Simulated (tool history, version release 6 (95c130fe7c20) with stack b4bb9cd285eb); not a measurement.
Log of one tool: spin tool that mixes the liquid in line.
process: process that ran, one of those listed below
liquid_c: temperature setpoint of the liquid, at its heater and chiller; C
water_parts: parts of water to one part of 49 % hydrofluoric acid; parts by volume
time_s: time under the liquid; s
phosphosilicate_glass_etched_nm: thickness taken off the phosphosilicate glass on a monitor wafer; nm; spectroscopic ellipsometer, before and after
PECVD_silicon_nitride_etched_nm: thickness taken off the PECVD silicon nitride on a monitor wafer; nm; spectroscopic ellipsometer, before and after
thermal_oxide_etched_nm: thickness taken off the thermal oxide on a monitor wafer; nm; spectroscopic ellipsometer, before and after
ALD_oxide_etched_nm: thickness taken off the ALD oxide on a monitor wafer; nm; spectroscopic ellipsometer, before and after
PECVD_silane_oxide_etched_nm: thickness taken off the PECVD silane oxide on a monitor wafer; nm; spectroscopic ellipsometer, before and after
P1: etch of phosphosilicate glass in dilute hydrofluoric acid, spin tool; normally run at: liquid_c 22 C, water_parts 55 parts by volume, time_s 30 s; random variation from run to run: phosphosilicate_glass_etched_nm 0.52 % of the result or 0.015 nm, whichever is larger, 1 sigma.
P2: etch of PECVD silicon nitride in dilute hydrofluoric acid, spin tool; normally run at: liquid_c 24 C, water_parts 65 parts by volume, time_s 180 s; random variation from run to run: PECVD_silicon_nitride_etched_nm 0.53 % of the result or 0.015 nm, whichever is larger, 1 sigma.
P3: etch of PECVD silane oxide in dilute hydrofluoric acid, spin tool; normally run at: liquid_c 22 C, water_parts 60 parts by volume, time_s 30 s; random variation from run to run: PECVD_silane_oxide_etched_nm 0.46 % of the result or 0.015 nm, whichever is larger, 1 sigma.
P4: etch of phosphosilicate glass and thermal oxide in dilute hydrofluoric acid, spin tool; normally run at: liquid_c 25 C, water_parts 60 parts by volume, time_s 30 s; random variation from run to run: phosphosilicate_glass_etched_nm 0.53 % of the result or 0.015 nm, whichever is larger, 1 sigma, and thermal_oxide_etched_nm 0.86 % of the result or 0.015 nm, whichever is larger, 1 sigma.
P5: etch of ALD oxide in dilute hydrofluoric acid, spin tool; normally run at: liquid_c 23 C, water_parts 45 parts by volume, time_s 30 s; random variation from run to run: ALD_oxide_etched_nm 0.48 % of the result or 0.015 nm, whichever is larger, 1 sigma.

| run | hour | process | liquid_c | water_parts | time_s | hours since the thermometer was replaced | hours since the hydrofluoric acid flow meter was replaced | phosphosilicate_glass_etched_nm | PECVD_silicon_nitride_etched_nm | thermal_oxide_etched_nm | ALD_oxide_etched_nm | PECVD_silane_oxide_etched_nm |
|---|---|---|---|---|---|---|---|---|---|---|---|---|
| 1 | 6.7 | P1 | 22 | 55 | 30 | 446.6 | 267.7 | 44.133 |  |  |  |  |
| 2 | 16.4 | P2 | 24 | 30 | 180 | 456.3 | 277.4 |  | 10.691 |  |  |  |
| 3 | 23.2 | P4 | 19 | 60 | 30 | 463.1 | 284.2 | 73.408 |  | 1.8578 |  |  |
| 4 | 34.3 | P1 | 22 | 55 | 30 | 474.2 | 295.3 | 44.991 |  |  |  |  |
| 5 | 45.5 | P5 | 23 | 20 | 30 | 485.4 | 306.5 |  |  |  | 52.719 |  |
| 6 | 56.2 | P5 | 27 | 45 | 30 | 496.1 | 317.2 |  |  |  | 26.544 |  |
| 7 | 70.7 | P5 | 23 | 45 | 30 | 510.6 | 331.7 |  |  |  | 22.676 |  |
| 8 | 82.9 | P1 | 22 | 20 | 15 | 522.8 | 343.9 | 64.624 |  |  |  |  |
| 9 | 95 | P1 | 22 | 55 | 30 | 534.9 | 356 | 44.935 |  |  |  |  |
| 10 | 108.7 | P3 | 30 | 60 | 30 | 548.6 | 369.7 |  |  |  |  | 24.222 |
|  | 113.1 | hydrofluoric acid flow meter replaced |
| 11 | 120.5 | P1 | 22 | 55 | 30 | 560.4 | 7.4 | 44.59 |  |  |  |  |
| 12 | 127.7 | P1 | 22 | 55 | 15 | 567.6 | 14.6 | 22.381 |  |  |  |  |
| 13 | 134.7 | P2 | 17.5 | 65 | 180 | 574.6 | 21.6 |  | 3.1884 |  |  |  |
| 14 | 146.4 | P2 | 24 | 65 | 180 | 586.3 | 33.3 |  | 4.9688 |  |  |  |
| 15 | 158.9 | P1 | 22 | 20 | 30 | 598.8 | 45.8 | 129.52 |  |  |  |  |
| 16 | 165.7 | P3 | 22 | 60 | 55 | 605.6 | 52.6 |  |  |  |  | 32.141 |
| 17 | 179.8 | P5 | 23 | 45 | 30 | 619.7 | 66.7 |  |  |  | 22.56 |  |
| 18 | 194.2 | P3 | 22 | 105 | 30 | 634.1 | 81.1 |  |  |  |  | 9.4398 |
| 19 | 202.3 | P1 | 22 | 85 | 30 | 642.2 | 89.2 | 27.865 |  |  |  |  |
| 20 | 209.9 | P1 | 29 | 90 | 30 | 649.8 | 96.8 | 34.983 |  |  |  |  |
| 21 | 223.7 | P4 | 25 | 60 | 30 | 663.6 | 110.6 | 94.121 |  | 2.3933 |  |  |
| 22 | 238 | P2 | 24 | 65 | 335 | 677.9 | 124.9 |  | 9.2312 |  |  |  |
| 23 | 251.9 | P1 | 22 | 55 | 60 | 691.8 | 138.8 | 89.939 |  |  |  |  |
| 24 | 264.6 | P1 | 17 | 55 | 30 | 704.5 | 151.5 | 35.965 |  |  |  |  |
| 25 | 278.5 | P5 | 23 | 45 | 55 | 718.4 | 165.4 |  |  |  | 41.23 |  |
| 26 | 285.3 | P4 | 25 | 20 | 30 | 725.2 | 172.2 | 299.52 |  | 7.412 |  |  |
| 27 | 299.6 | P4 | 25 | 60 | 15 | 739.5 | 186.5 | 47.17 |  | 1.1474 |  |  |
| 28 | 311.6 | P1 | 22 | 55 | 30 | 751.5 | 198.5 | 44.277 |  |  |  |  |
| 29 | 323.1 | P3 | 22 | 60 | 30 | 763 | 210 |  |  |  |  | 17.565 |
| 30 | 337.9 | P1 | 22 | 55 | 30 | 777.8 | 224.8 | 44.728 |  |  |  |  |
| 31 | 347.2 | P1 | 28 | 55 | 30 | 787.1 | 234.1 | 57.01 |  |  |  |  |
| 32 | 355.9 | P1 | 22 | 55 | 30 | 795.8 | 242.8 | 45.086 |  |  |  |  |
| 33 | 365.5 | P1 | 22 | 55 | 30 | 805.4 | 252.4 | 43.466 |  |  |  |  |
| 34 | 376.7 | P1 | 22 | 55 | 30 | 816.6 | 263.6 | 42.808 |  |  |  |  |
| 35 | 387.5 | P1 | 22 | 55 | 30 | 827.4 | 274.4 | 41.636 |  |  |  |  |
| 36 | 397.4 | P1 | 22 | 55 | 30 | 837.3 | 284.3 | 41.599 |  |  |  |  |
| 37 | 409.8 | P1 | 22 | 55 | 30 | 849.7 | 296.7 | 41.243 |  |  |  |  |
| 38 | 416.3 | P1 | 22 | 55 | 30 | 856.2 | 303.2 | 40.607 |  |  |  |  |
| 39 | 430.5 | P1 | 22 | 55 | 30 | 870.4 | 317.4 | 40.434 |  |  |  |  |
| 40 | 438 | P1 | 22 | 55 | 30 | 877.9 | 324.9 | 40.329 |  |  |  |  |
| 41 | 450.6 | P1 | 22 | 55 | 30 | 890.5 | 337.5 | 40.203 |  |  |  |  |
| 42 | 464.1 | P1 | 22 | 55 | 30 | 904 | 351 | 40.656 |  |  |  |  |

What P1 gives has crept away from where it was. These 2 causes fit the log equally well, each at the size given:
A: liquid colder than its thermometer reads (K) = 2.45
B: hydrofluoric acid flow below the setpoint (%) = 9.14
The creep began at about hour 355.9.

4 check runs are offered, one wafer each, their results left as question marks. Which one tells the causes apart?
| check 1 | 477.6 | P5 | 26.5 | 35 | 30 |  |  |  |  |  | ? |  |
| check 2 | 477.6 | P2 | 18 | 65 | 180 |  |  |  | ? |  |  |  |
| check 3 | 477.6 | P3 | 29.5 | 60 | 45 |  |  |  |  |  |  | ? |
| check 4 | 477.6 | P4 | 19.5 | 20 | 30 |  |  | ? |  | ? |  |  |

What each check would give under each cause:
| check | result | if A | if B |
|---|---|---|---|
| check 1 | ALD_oxide_etched_nm | 30.74 | 30.747 |
| check 2 | PECVD_silicon_nitride_etched_nm | 2.7862 | 3.019 |
| check 3 | PECVD_silane_oxide_etched_nm | 32.319 | 32.052 |
| check 4 | phosphosilicate_glass_etched_nm | 212.36 | 214.42 |
| check 4 | thermal_oxide_etched_nm | 5.2622 | 5.3132 |
How far apart the two closest causes lie, in the result that separates them most: check 1 0.02 %; check 2 8.03 %; check 3 0.83 %; check 4 0.96 %
Check 2 tells the causes apart: in the others they would give nearly the same result.

Check 2 was then run and gave: PECVD_silicon_nitride_etched_nm 2.7972 nm. Which cause is it?

It is A: liquid colder than its thermometer reads (K).

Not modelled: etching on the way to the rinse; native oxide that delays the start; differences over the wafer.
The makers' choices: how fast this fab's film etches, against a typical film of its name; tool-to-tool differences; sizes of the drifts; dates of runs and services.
